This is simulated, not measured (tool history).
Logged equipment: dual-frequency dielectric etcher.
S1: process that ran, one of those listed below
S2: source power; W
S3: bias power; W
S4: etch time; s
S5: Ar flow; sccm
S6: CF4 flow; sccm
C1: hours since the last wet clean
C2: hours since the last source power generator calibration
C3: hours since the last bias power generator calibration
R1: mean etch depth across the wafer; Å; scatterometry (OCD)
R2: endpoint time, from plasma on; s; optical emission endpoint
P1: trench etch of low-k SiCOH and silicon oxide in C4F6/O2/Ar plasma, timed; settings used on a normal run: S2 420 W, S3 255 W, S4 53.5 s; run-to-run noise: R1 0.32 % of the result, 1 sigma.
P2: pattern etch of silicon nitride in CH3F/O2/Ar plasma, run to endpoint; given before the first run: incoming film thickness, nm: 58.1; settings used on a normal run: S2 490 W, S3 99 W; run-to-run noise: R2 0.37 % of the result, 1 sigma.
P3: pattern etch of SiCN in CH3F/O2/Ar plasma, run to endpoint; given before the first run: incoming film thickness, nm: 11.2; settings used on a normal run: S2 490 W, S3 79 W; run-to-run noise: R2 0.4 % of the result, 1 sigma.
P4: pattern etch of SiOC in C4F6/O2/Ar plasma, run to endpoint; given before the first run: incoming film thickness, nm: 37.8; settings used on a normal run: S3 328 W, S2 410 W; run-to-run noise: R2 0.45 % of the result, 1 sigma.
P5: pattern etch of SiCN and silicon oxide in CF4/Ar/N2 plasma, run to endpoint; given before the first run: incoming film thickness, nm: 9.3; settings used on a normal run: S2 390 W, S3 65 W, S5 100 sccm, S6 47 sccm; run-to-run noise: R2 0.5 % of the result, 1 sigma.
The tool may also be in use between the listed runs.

Run 1, hour 12.7: S1 P1, S2 420 W, S3 255 W, S4 53.5 s; C1 269.6; C2 2129.5; C3 786.5. Result: R1 2028.0 Å.
Run 2, hour 24.2: S1 P4, S2 410 W, S3 248 W; C1 281.1; C2 2141.0; C3 798.0. Result: R2 16.140 s.
Run 3, hour 35.5: S1 P5, S2 240 W, S3 65 W, S5 100 sccm, S6 47 sccm; C1 292.4; C2 2152.3; C3 809.3. Result: R2 20.332 s.
Run 4, hour 42.9: S1 P3, S2 390 W, S3 79 W; C1 299.8; C2 2159.7; C3 816.7. Result: R2 28.198 s.
Run 5, hour 56.3: S1 P2, S2 670 W, S3 99 W; C1 313.2; C2 2173.1; C3 830.1. Result: R2 62.172 s.
Run 6, hour 66.3: S1 P5, S2 390 W, S3 65 W, S5 60 sccm, S6 47 sccm; C1 323.2; C2 2183.1; C3 840.1. Result: R2 12.355 s.
Run 7, hour 78.3: S1 P3, S2 490 W, S3 112 W; C1 335.2; C2 2195.1; C3 852.1. Result: R2 22.846 s.
Run 8, hour 92.1: S1 P4, S2 410 W, S3 328 W; C1 349.0; C2 2208.9; C3 865.9. Result: R2 14.612 s.
Run 9, hour 103.8: S1 P1, S2 420 W, S3 255 W, S4 77.0 s; C1 360.7; C2 2220.6; C3 877.6. Result: R1 2917.7 Å.
Run 10, hour 114.8: S1 P1, S2 420 W, S3 184 W, S4 74.5 s; C1 371.7; C2 2231.6; C3 888.6. Result: R1 2532.9 Å.
Run 11, hour 127.7: S1 P1, S2 420 W, S3 255 W, S4 53.5 s; C1 384.6; C2 2244.5; C3 901.5. Result: R1 2030.7 Å.
Run 12, hour 137.6: S1 P1, S2 420 W, S3 255 W, S4 53.5 s; C1 394.5; C2 2254.4; C3 911.4. Result: R1 2022.1 Å.
Run 13, hour 145.5: S1 P4, S2 410 W, S3 328 W; C1 402.4; C2 2262.3; C3 919.3. Result: R2 14.579 s.
Run 14, hour 156.7: S1 P1, S2 420 W, S3 255 W, S4 53.5 s; C1 413.6; C2 2273.5; C3 930.5. Result: R1 2020.7 Å.
Run 15, hour 167.2: S1 P1, S2 260 W, S3 255 W, S4 53.5 s; C1 424.1; C2 2284.0; C3 941.0. Result: R1 1688.3 Å.
At hour 170.0: wet clean of the chamber.
Run 16, hour 181.3: S1 P5, S2 390 W, S3 42 W, S5 100 sccm, S6 47 sccm; C1 11.3; C2 2298.1; C3 955.1. Result: R2 15.543 s.
Run 17, hour 192.1: S1 P4, S2 260 W, S3 328 W; C1 22.1; C2 2308.9; C3 965.9. Result: R2 17.347 s.
Run 18, hour 206.4: S1 P1, S2 420 W, S3 255 W, S4 53.5 s; C1 36.4; C2 2323.2; C3 980.2. Result: R1 2018.8 Å.
Run 19, hour 215.7: S1 P1, S2 550 W, S3 184 W, S4 53.5 s; C1 45.7; C2 2332.5; C3 989.5. Result: R1 2032.4 Å.
Run 20, hour 226.1: S1 P1, S2 420 W, S3 334 W, S4 53.5 s; C1 56.1; C2 2342.9; C3 999.9. Result: R1 2233.9 Å.
Run 21, hour 239.4: S1 P1, S2 420 W, S3 168 W, S4 65.0 s; C1 69.4; C2 2356.2; C3 1013.2. Result: R1 2161.9 Å.
Run 22, hour 251.6: S1 P3, S2 490 W, S3 79 W; C1 81.6; C2 2368.4; C3 1025.4. Result: R2 25.964 s.
Run 23, hour 262.0: S1 P2, S2 490 W, S3 66 W; C1 92.0; C2 2378.8; C3 1035.8. Result: R2 80.460 s.
Run 24, hour 275.2: S1 P5, S2 390 W, S3 65 W, S5 100 sccm, S6 61 sccm; C1 105.2; C2 2392.0; C3 1049.0. Result: R2 12.752 s.
Run 25, hour 288.3: S1 P3, S2 490 W, S3 79 W; C1 118.3; C2 2405.1; C3 1062.1. Result: R2 26.050 s.
Run 26, hour 301.6: S1 P1, S2 420 W, S3 255 W, S4 29.5 s; C1 131.6; C2 2418.4; C3 1075.4. Result: R1 1112.0 Å.
Run 27, hour 314.0: S1 P5, S2 390 W, S3 65 W, S5 100 sccm, S6 47 sccm; C1 144.0; C2 2430.8; C3 1087.8. Result: R2 13.261 s.
Run 28, hour 324.4: S1 P5, S2 390 W, S3 65 W, S5 100 sccm, S6 47 sccm; C1 154.4; C2 2441.2; C3 1098.2. Result: R2 13.325 s.
Run 29, hour 339.4: S1 P1, S2 550 W, S3 255 W, S4 53.5 s; C1 169.4; C2 2456.2; C3 1113.2. Result: R1 2243.5 Å.
Run 30, hour 346.8: S1 P1, S2 420 W, S3 191 W, S4 53.5 s; C1 176.8; C2 2463.6; C3 1120.6. Result: R1 1836.5 Å.
Run 31, hour 362.4: S1 P2, S2 490 W, S3 99 W; C1 192.4; C2 2479.2; C3 1136.2. Result: R2 70.466 s.
Run 32, hour 372.9: S1 P1, S2 420 W, S3 255 W, S4 53.5 s; C1 202.9; C2 2489.7; C3 1146.7. Result: R1 2024.7 Å.
Run 33, hour 383.0: S1 P1, S2 420 W, S3 255 W, S4 53.5 s; C1 213.0; C2 2499.8; C3 1156.8. Result: R1 2012.3 Å.
Run 34, hour 398.8: S1 P1, S2 420 W, S3 255 W, S4 53.5 s; C1 228.8; C2 2515.6; C3 1172.6. Result: R1 1999.2 Å.
Run 35, hour 407.2: S1 P1, S2 420 W, S3 255 W, S4 53.5 s; C1 237.2; C2 2524.0; C3 1181.0. Result: R1 2006.5 Å.
Run 36, hour 422.4: S1 P1, S2 420 W, S3 255 W, S4 53.5 s; C1 252.4; C2 2539.2; C3 1196.2. Result: R1 2002.4 Å.
At hour 422.6: wet clean of the chamber.
Run 37, hour 433.0: S1 P1, S2 420 W, S3 255 W, S4 53.5 s; C1 10.4; C2 2549.8; C3 1206.8. Result: R1 1986.2 Å.
Run 38, hour 447.9: S1 P1, S2 420 W, S3 255 W, S4 53.5 s; C1 25.3; C2 2564.7; C3 1221.7. Result: R1 1998.0 Å.

What P1 gives has crept away from where it was. These 2 causes fit the log equally well, each at the size given:
A: source power that arrives under what is set, % = 4.07
B: bias power that arrives under what is set, % = 4.61
The creep began at about hour 372.9.
Why every other cause is out:
chamber walls in a state that lowers the etch rate, %: work on it at hour 422.6, done after the drift set in, did not restore what the process gave before

Which of the 4 check runs listed below, each an average over 3 wafers with its results shown as question marks, gives clearly different results under the different listed causes?
Run check 1, hour 462.8: S1 P5, S2 390 W, S3 65 W, S5 62 sccm, S6 47 sccm. Result: R2 ?.
Run check 2, hour 462.8: S1 P4, S2 260 W, S3 328 W. Result: R2 ?.
Run check 3, hour 462.8: S1 P2, S2 580 W, S3 78 W. Result: R2 ?.
Run check 4, hour 462.8: S1 P3, S2 410 W, S3 110 W. Result: R2 ?.

What each check would give under each cause:
  check  result    if A    if B
check 1      R2  12.799  12.529
check 2      R2  17.688  17.711
check 3      R2  72.413  72.420
check 4      R2  25.088  25.157
Gap, in per cent, between the two causes that each check separates least, read from the result that separates them most: check 1 2.13 %; check 2 0.13 %; check 3 0.01 %; check 4 0.28 %
Only check 1 tells the causes apart: in the others they would give nearly the same result.

After running check 1, the following was obtained: R2 12.573 s. Which cause does this point to?

Of the candidate causes, it is B: bias power that arrives under what is set, %.

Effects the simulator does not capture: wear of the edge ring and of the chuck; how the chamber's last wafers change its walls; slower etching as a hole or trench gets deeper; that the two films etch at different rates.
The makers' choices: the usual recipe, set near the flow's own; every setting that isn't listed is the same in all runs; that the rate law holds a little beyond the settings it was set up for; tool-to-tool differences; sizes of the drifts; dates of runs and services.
